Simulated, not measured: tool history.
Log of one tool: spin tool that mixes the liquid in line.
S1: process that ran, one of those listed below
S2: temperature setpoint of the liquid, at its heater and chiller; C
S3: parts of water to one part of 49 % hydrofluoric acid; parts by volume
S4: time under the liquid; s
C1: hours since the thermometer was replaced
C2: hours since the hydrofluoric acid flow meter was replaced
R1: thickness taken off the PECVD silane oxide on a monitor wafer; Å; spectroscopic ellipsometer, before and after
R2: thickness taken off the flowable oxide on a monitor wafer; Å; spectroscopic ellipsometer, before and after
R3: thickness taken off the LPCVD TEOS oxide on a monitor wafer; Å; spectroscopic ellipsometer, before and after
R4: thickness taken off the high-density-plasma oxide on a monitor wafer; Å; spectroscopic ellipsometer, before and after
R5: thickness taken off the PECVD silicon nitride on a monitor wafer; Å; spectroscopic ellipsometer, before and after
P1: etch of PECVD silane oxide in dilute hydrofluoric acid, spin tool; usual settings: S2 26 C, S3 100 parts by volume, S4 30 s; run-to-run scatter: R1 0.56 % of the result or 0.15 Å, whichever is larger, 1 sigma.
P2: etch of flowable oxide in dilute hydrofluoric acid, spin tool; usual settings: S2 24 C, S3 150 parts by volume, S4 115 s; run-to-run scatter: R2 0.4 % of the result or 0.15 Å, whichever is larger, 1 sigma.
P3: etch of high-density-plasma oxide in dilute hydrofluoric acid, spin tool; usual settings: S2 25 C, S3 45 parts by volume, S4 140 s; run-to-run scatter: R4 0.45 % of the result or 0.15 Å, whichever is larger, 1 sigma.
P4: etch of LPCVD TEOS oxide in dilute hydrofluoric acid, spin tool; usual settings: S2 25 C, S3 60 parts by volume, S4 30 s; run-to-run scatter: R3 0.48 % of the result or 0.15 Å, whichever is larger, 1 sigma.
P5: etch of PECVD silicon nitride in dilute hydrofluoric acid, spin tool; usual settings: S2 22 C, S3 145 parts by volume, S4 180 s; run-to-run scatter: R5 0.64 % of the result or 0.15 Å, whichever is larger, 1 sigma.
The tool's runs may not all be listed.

run   hour  S1    S2   S3   S4      C1     C2      R1      R2      R3      R4      R5
  1      7  P1    26  100   30  1261.9  722.3  126.14
  2   16.6  P1    26   40   30  1271.5  731.9  339.47
  3   24.9  P2    17  150  115  1279.8  740.2          267.79
  4   38.7  P4    25   60   15  1293.6    754                  86.664
  5   48.3  P1    26  100   30  1303.2  763.6  125.33
  6   60.9  P3    25   45   45  1315.8  776.2                          63.199
  7   71.5  P5    22   30  180  1326.4  786.8                                  150.76
  8   82.7  P1    26  100   15  1337.6    798  62.013
  9   95.9  P1  30.5  100   30  1350.8  811.2  146.51
 10  104.7  P5    22  145  180  1359.6    820                                  32.783
 11  117.8  P4    25   35   30  1372.7  833.1                  306.18
 12  129.9  P1    26  100   30  1384.8  845.2  125.87
       136  -- hydrofluoric acid flow meter replaced
 13  144.6  P4  19.5   60   30  1399.5    8.7                   136.7
 14  159.9  P3  33.5   45  140  1414.8     24                          278.82
 15  174.3  P3    25   45  140  1429.2   38.4                          197.53
 16  182.6  P1    26  100   60  1437.5   46.7  248.07
 17  190.5  P3    25   65  140  1445.4   54.6                          134.01
 18  200.6  P1    26  100   30  1455.5   64.7  124.79
 19  208.8  P1    26  100   30  1463.7   72.9  124.72
 20  218.9  P1    26  170   30  1473.8     83   67.18
 21  227.5  P5    22  145  280  1482.4   91.6                                  50.999
 22  238.3  P3    25   45  140  1493.2  102.4                          197.53
 23  247.6  P1    26  100   30  1502.5  111.7  125.12
 24  255.9  P2    24  150  115  1510.8    120          354.21
 25    270  P2    24  150  220  1524.9  134.1          682.92
 26  283.6  P5    28  145  180  1538.5  147.7                                  48.004
 27  294.8  P1  19.5  165   30  1549.7  158.9  54.381
 28  304.5  P1  19.5  100   30  1559.4  168.6  97.125
 29  311.5  P2    24   90  115  1566.4  175.6          631.16
 30  320.8  P4    25   60   30  1575.7  184.9                  173.62
 31    335  P1    26  100   30  1589.9  199.1  123.77
 32  349.9  P1    26  100   30  1604.8    214  125.35
 33  362.3  P1    26  100   30  1617.2  226.4  120.93
 34  371.5  P1    26  100   30  1626.4  235.6  118.99
 35    381  P1    26  100   30  1635.9  245.1   117.6
 36  395.9  P1    26  100   30  1650.8    260  116.97

The next listed run, before its measurement:
 37  407.3  P1  26  100  30  1662.2  271.4   ?

R1: 115.36 Å
